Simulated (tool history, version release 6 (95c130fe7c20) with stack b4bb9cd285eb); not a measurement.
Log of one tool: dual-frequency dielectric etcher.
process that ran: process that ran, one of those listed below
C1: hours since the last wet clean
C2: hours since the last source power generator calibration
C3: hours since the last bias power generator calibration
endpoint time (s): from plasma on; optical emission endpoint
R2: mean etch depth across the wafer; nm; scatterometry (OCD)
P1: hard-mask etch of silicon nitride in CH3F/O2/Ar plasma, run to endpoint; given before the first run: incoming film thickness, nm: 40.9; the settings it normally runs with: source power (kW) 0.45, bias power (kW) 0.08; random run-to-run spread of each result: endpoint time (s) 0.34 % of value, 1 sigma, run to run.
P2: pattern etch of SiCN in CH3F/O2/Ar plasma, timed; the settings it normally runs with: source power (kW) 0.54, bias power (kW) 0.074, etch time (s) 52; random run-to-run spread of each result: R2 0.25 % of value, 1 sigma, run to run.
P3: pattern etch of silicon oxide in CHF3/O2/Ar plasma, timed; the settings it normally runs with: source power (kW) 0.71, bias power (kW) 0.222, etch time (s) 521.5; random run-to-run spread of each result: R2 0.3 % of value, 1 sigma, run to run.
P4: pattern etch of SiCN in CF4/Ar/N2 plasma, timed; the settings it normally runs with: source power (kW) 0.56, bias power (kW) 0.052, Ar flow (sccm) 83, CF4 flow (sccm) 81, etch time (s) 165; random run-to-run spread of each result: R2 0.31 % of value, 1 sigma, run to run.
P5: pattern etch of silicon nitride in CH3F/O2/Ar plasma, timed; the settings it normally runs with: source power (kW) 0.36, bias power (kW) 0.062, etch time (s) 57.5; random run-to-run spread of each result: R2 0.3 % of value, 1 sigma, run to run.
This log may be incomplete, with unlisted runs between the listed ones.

Run 1, day 0.579: process that ran P1, source power (kW) 0.45, bias power (kW) 0.08; C1 127.9; C2 3144.7; C3 1923.9. Result: endpoint time (s) 55.172.
Run 2, day 1.146: process that ran P2, source power (kW) 0.54, bias power (kW) 0.095, etch time (s) 52; C1 141.5; C2 3158.3; C3 1937.5. Result: R2 23.734 nm.
Run 3, day 1.554: process that ran P4, source power (kW) 0.56, bias power (kW) 0.035, etch time (s) 165, Ar flow (sccm) 83, CF4 flow (sccm) 81; C1 151.3; C2 3168.1; C3 1947.3. Result: R2 148.8 nm.
Run 4, day 2.05: process that ran P1, source power (kW) 0.45, bias power (kW) 0.08; C1 163.2; C2 3180; C3 1959.2. Result: endpoint time (s) 55.301.
Run 5, day 2.512: process that ran P2, source power (kW) 0.54, bias power (kW) 0.074, etch time (s) 52; C1 174.3; C2 3191.1; C3 1970.3. Result: R2 21.661 nm.
Run 6, day 3.158: process that ran P1, source power (kW) 0.45, bias power (kW) 0.08; C1 189.8; C2 3206.6; C3 1985.8. Result: endpoint time (s) 55.182.
Run 7, day 3.692: process that ran P2, source power (kW) 0.76, bias power (kW) 0.074, etch time (s) 52; C1 202.6; C2 3219.4; C3 1998.6. Result: R2 24.648 nm.
Run 8, day 4.175: process that ran P5, source power (kW) 0.36, bias power (kW) 0.062, etch time (s) 41; C1 214.2; C2 3231; C3 2010.2. Result: R2 26.569 nm.
Run 9, day 4.542: process that ran P1, source power (kW) 0.45, bias power (kW) 0.08; C1 223; C2 3239.8; C3 2019. Result: endpoint time (s) 55.391.
Run 10, day 5.183: process that ran P4, source power (kW) 0.46, bias power (kW) 0.052, etch time (s) 165, Ar flow (sccm) 83, CF4 flow (sccm) 81; C1 238.4; C2 3255.2; C3 2034.4. Result: R2 139.28 nm.
Run 11, day 5.621: process that ran P1, source power (kW) 0.45, bias power (kW) 0.08; C1 248.9; C2 3265.7; C3 2044.9. Result: endpoint time (s) 55.52.
Run 12, day 6.033: process that ran P5, source power (kW) 0.36, bias power (kW) 0.037, etch time (s) 57.5; C1 258.8; C2 3275.6; C3 2054.8. Result: R2 31.773 nm.
Run 13, day 6.333: process that ran P3, source power (kW) 0.71, bias power (kW) 0.222, etch time (s) 521.5; C1 266; C2 3282.8; C3 2062. Result: R2 1170.9 nm.
Run 14, day 6.825: process that ran P4, source power (kW) 0.56, bias power (kW) 0.052, etch time (s) 165, Ar flow (sccm) 83, CF4 flow (sccm) 81; C1 277.8; C2 3294.6; C3 2073.8. Result: R2 166.1 nm.
Run 15, day 7.325: process that ran P3, source power (kW) 0.86, bias power (kW) 0.222, etch time (s) 521.5; C1 289.8; C2 3306.6; C3 2085.8. Result: R2 1264.9 nm.
Run 16, day 7.658: process that ran P3, source power (kW) 0.71, bias power (kW) 0.302, etch time (s) 521.5; C1 297.8; C2 3314.6; C3 2093.8. Result: R2 1304.9 nm.
Run 17, day 8.075: process that ran P1, source power (kW) 0.45, bias power (kW) 0.08; C1 307.8; C2 3324.6; C3 2103.8. Result: endpoint time (s) 55.086.
Run 18, day 8.462: process that ran P1, source power (kW) 0.45, bias power (kW) 0.08; C1 317.1; C2 3333.9; C3 2113.1. Result: endpoint time (s) 55.236.
Run 19, day 9.121: process that ran P5, source power (kW) 0.36, bias power (kW) 0.062, etch time (s) 57.5; C1 332.9; C2 3349.7; C3 2128.9. Result: R2 37.428 nm.
Run 20, day 9.567: process that ran P1, source power (kW) 0.55, bias power (kW) 0.08; C1 343.6; C2 3360.4; C3 2139.6. Result: endpoint time (s) 50.969.
Run 21, day 9.975: process that ran P1, source power (kW) 0.45, bias power (kW) 0.103; C1 353.4; C2 3370.2; C3 2149.4. Result: endpoint time (s) 50.279.
Run 22, day 10.383: process that ran P3, source power (kW) 0.71, bias power (kW) 0.222, etch time (s) 521.5; C1 363.2; C2 3380; C3 2159.2. Result: R2 1166.4 nm.
Run 23, day 10.896: process that ran P5, source power (kW) 0.36, bias power (kW) 0.062, etch time (s) 57.5; C1 375.5; C2 3392.3; C3 2171.5. Result: R2 37.395 nm.
Run 24, day 11.5: process that ran P2, source power (kW) 0.54, bias power (kW) 0.074, etch time (s) 52; C1 390; C2 3406.8; C3 2186. Result: R2 21.73 nm.
Run 25, day 12.15: process that ran P3, source power (kW) 0.71, bias power (kW) 0.222, etch time (s) 696; C1 405.6; C2 3422.4; C3 2201.6. Result: R2 1561.1 nm.
Run 26, day 12.646: process that ran P4, source power (kW) 0.56, bias power (kW) 0.052, etch time (s) 165, Ar flow (sccm) 83, CF4 flow (sccm) 105; C1 417.5; C2 3434.3; C3 2213.5. Result: R2 172.62 nm.
Run 27, day 13: process that ran P2, source power (kW) 0.54, bias power (kW) 0.074, etch time (s) 28.5; C1 426; C2 3442.8; C3 2222. Result: R2 11.884 nm.
Run 28, day 13.538: process that ran P4, source power (kW) 0.56, bias power (kW) 0.052, etch time (s) 165, Ar flow (sccm) 67, CF4 flow (sccm) 81; C1 438.9; C2 3455.7; C3 2234.9. Result: R2 171.91 nm.
Run 29, day 13.858: process that ran P5, source power (kW) 0.48, bias power (kW) 0.062, etch time (s) 57.5; C1 446.6; C2 3463.4; C3 2242.6. Result: R2 41.703 nm.
Run 30, day 14.258: process that ran P1, source power (kW) 0.55, bias power (kW) 0.063; C1 456.2; C2 3473; C3 2252.2. Result: endpoint time (s) 55.416.
Run 31, day 14.725: process that ran P1, source power (kW) 0.28, bias power (kW) 0.08; C1 467.4; C2 3484.2; C3 2263.4. Result: endpoint time (s) 65.838.
Run 32, day 15.333: process that ran P4, source power (kW) 0.56, bias power (kW) 0.052, etch time (s) 235.5, Ar flow (sccm) 83, CF4 flow (sccm) 81; C1 482; C2 3498.8; C3 2278. Result: R2 236.72 nm.
Run 33, day 15.779: process that ran P1, source power (kW) 0.45, bias power (kW) 0.057; C1 492.7; C2 3509.5; C3 2288.7. Result: endpoint time (s) 61.712.
Run 34, day 16.321: process that ran P1, source power (kW) 0.45, bias power (kW) 0.08; C1 505.7; C2 3522.5; C3 2301.7. Result: endpoint time (s) 55.26.
Run 35, day 16.667: process that ran P1, source power (kW) 0.45, bias power (kW) 0.08; C1 514; C2 3530.8; C3 2310. Result: endpoint time (s) 54.676.
Run 36, day 16.992: process that ran P1, source power (kW) 0.45, bias power (kW) 0.08; C1 521.8; C2 3538.6; C3 2317.8. Result: endpoint time (s) 54.589.
Run 37, day 17.358: process that ran P1, source power (kW) 0.45, bias power (kW) 0.08; C1 530.6; C2 3547.4; C3 2326.6. Result: endpoint time (s) 54.542.
Run 38, day 17.688: process that ran P1, source power (kW) 0.45, bias power (kW) 0.08; C1 538.5; C2 3555.3; C3 2334.5. Result: endpoint time (s) 54.687.
At day 18.212: wet clean of the chamber.
Run 39, day 18.367: process that ran P1, source power (kW) 0.45, bias power (kW) 0.08; C1 3.7; C2 3571.6; C3 2350.8. Result: endpoint time (s) 54.481.
Run 40, day 18.921: process that ran P1, source power (kW) 0.45, bias power (kW) 0.08; C1 17; C2 3584.9; C3 2364.1. Result: endpoint time (s) 54.568.
Run 41, day 19.221: process that ran P1, source power (kW) 0.45, bias power (kW) 0.08; C1 24.2; C2 3592.1; C3 2371.3. Result: endpoint time (s) 54.289.
Run 42, day 19.571: process that ran P1, source power (kW) 0.45, bias power (kW) 0.08; C1 32.6; C2 3600.5; C3 2379.7. Result: endpoint time (s) 54.543.
Run 43, day 20.154: process that ran P1, source power (kW) 0.45, bias power (kW) 0.08; C1 46.6; C2 3614.5; C3 2393.7. Result: endpoint time (s) 54.211.
Run 44, day 20.562: process that ran P1, source power (kW) 0.45, bias power (kW) 0.08; C1 56.4; C2 3624.3; C3 2403.5. Result: endpoint time (s) 54.155.
Run 45, day 20.925: process that ran P1, source power (kW) 0.45, bias power (kW) 0.08; C1 65.1; C2 3633; C3 2412.2. Result: endpoint time (s) 54.276.

Compared with where it was, what P1 gives has crept away. Each cause listed below fits the log as well as the rest, at the size given for it:
A: source power that arrives over what is set, % = 4.56
B: bias power that arrives over what is set, % = 4.94
Creep in the process output first set in at about day 16.321.
Excluded causes, each with its reason:
chamber walls in a state that raises the etch rate, %: serviced after onset, at day 18.212, with no recovery of the prior output

The check runs listed below each take one wafer, and their results are still question marks. Under which run would the listed causes lead to clearly different results?
Run check 1, day 21.288: process that ran P5, source power (kW) 0.36, bias power (kW) 0.04, etch time (s) 57.5. Result: R2 ?.
Run check 2, day 21.288: process that ran P2, source power (kW) 0.54, bias power (kW) 0.088, etch time (s) 29.5. Result: R2 ?.
Run check 3, day 21.288: process that ran P4, source power (kW) 0.56, bias power (kW) 0.052, etch time (s) 215, Ar flow (sccm) 83, CF4 flow (sccm) 81. Result: R2 ?.
Run check 4, day 21.288: process that ran P3, source power (kW) 0.71, bias power (kW) 0.222, etch time (s) 634.5. Result: R2 ?.

What every check run would give for each of its results, assuming each possible cause in turn:
  check  result    if A    if B
check 1      R2  33.104  32.998
check 2      R2  13.313  13.323
check 3      R2  225.35  219.71
check 4      R2  1449.2    1449
How far apart the two closest causes lie, in the result that separates them most: check 1 0.32 %; check 2 0.08 %; check 3 2.54 %; check 4 0.01 %
Check 3 is the one run that separates the causes; every other check would come out nearly the same whichever cause is at work.

Check 3 has now been run. It gave: R2 223.9 nm. Which of the candidate causes is it?

It was cause A: source power that arrives over what is set, %.
